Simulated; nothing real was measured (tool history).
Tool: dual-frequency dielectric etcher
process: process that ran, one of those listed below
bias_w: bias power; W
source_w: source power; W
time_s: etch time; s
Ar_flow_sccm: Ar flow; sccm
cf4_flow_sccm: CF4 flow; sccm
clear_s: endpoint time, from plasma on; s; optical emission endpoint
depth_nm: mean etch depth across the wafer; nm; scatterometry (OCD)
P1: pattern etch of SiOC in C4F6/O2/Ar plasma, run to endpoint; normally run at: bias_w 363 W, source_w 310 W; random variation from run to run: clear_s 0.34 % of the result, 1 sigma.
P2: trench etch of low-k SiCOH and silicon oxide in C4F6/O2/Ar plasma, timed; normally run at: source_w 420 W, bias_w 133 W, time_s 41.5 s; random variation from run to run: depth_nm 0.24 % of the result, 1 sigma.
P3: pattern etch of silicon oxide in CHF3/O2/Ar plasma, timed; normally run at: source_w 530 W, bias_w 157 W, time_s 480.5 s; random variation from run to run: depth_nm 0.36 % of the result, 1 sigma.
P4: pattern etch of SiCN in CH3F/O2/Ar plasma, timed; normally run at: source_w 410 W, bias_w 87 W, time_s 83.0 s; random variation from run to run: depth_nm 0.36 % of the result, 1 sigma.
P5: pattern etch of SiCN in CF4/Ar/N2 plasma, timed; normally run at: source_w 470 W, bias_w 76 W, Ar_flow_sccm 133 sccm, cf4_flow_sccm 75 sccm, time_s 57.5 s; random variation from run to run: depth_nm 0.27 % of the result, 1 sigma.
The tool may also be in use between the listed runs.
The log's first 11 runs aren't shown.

| run | hour | process | bias_w | source_w | time_s | Ar_flow_sccm | cf4_flow_sccm | hours since the last wet clean | hours since the last bias power generator calibration | hours since the last source power generator calibration | clear_s | depth_nm |
|---|---|---|---|---|---|---|---|---|---|---|---|---|
| 12 | 78.4 | P2 | 133 | 420 | 41.5 |  |  | 443.5 | 1054.0 | 1446.5 |  | 126.490 |
| 13 | 83.8 | P1 | 363 | 230 |  |  |  | 448.9 | 1059.4 | 1451.9 | 17.643 |  |
| 14 | 91.7 | P3 | 157 | 400 | 480.5 |  |  | 456.8 | 1067.3 | 1459.8 |  | 764.380 |
| 15 | 101.0 | P5 | 100 | 470 | 57.5 | 133 | 75 | 466.1 | 1076.6 | 1469.1 |  | 55.689 |
| 16 | 109.8 | P1 | 218 | 310 |  |  |  | 474.9 | 1085.4 | 1477.9 | 18.955 |  |
| 17 | 114.0 | P5 | 76 | 470 | 57.5 | 176 | 75 | 479.1 | 1089.6 | 1482.1 |  | 47.967 |
| 18 | 121.7 | P3 | 157 | 530 | 480.5 |  |  | 486.8 | 1097.3 | 1489.8 |  | 854.600 |
| 19 | 126.8 | P4 | 87 | 410 | 55.5 |  |  | 491.9 | 1102.4 | 1494.9 |  | 22.376 |
| 20 | 130.9 | P1 | 465 | 310 |  |  |  | 496.0 | 1106.5 | 1499.0 | 14.462 |  |
| 21 | 135.1 | P5 | 76 | 330 | 57.5 | 133 | 75 | 500.2 | 1110.7 | 1503.2 |  | 37.000 |
| 22 | 144.5 | P4 | 53 | 410 | 83.0 |  |  | 509.6 | 1120.1 | 1512.6 |  | 27.761 |
| 23 | 151.7 | P1 | 363 | 310 |  |  |  | 516.8 | 1127.3 | 1519.8 | 15.784 |  |
| 24 | 159.7 | P5 | 76 | 470 | 57.5 | 133 | 52 | 524.8 | 1135.3 | 1527.8 |  | 47.528 |
| 25 | 165.2 | P3 | 157 | 530 | 715.0 |  |  | 530.3 | 1140.8 | 1533.3 |  | 1270.100 |
| 26 | 174.6 | P1 | 363 | 420 |  |  |  | 539.7 | 1150.2 | 1542.7 | 14.093 |  |
| 27 | 179.6 | P3 | 128 | 530 | 480.5 |  |  | 544.7 | 1155.2 | 1547.7 |  | 793.230 |
| 28 | 184.3 | P1 | 363 | 310 |  |  |  | 549.4 | 1159.9 | 1552.4 | 15.822 |  |
| 29 | 188.6 | P1 | 363 | 310 |  |  |  | 553.7 | 1164.2 | 1556.7 | 15.903 |  |
| 30 | 192.9 | P1 | 363 | 310 |  |  |  | 558.0 | 1168.5 | 1561.0 | 15.960 |  |

The next listed run, before its measurement:
| 31 | 198.1 | P1 | 363 | 310 |  |  |  | 563.2 | 1173.7 | 1566.2 | ? |  |

{"run 31": {"clear_s": 16.039}}
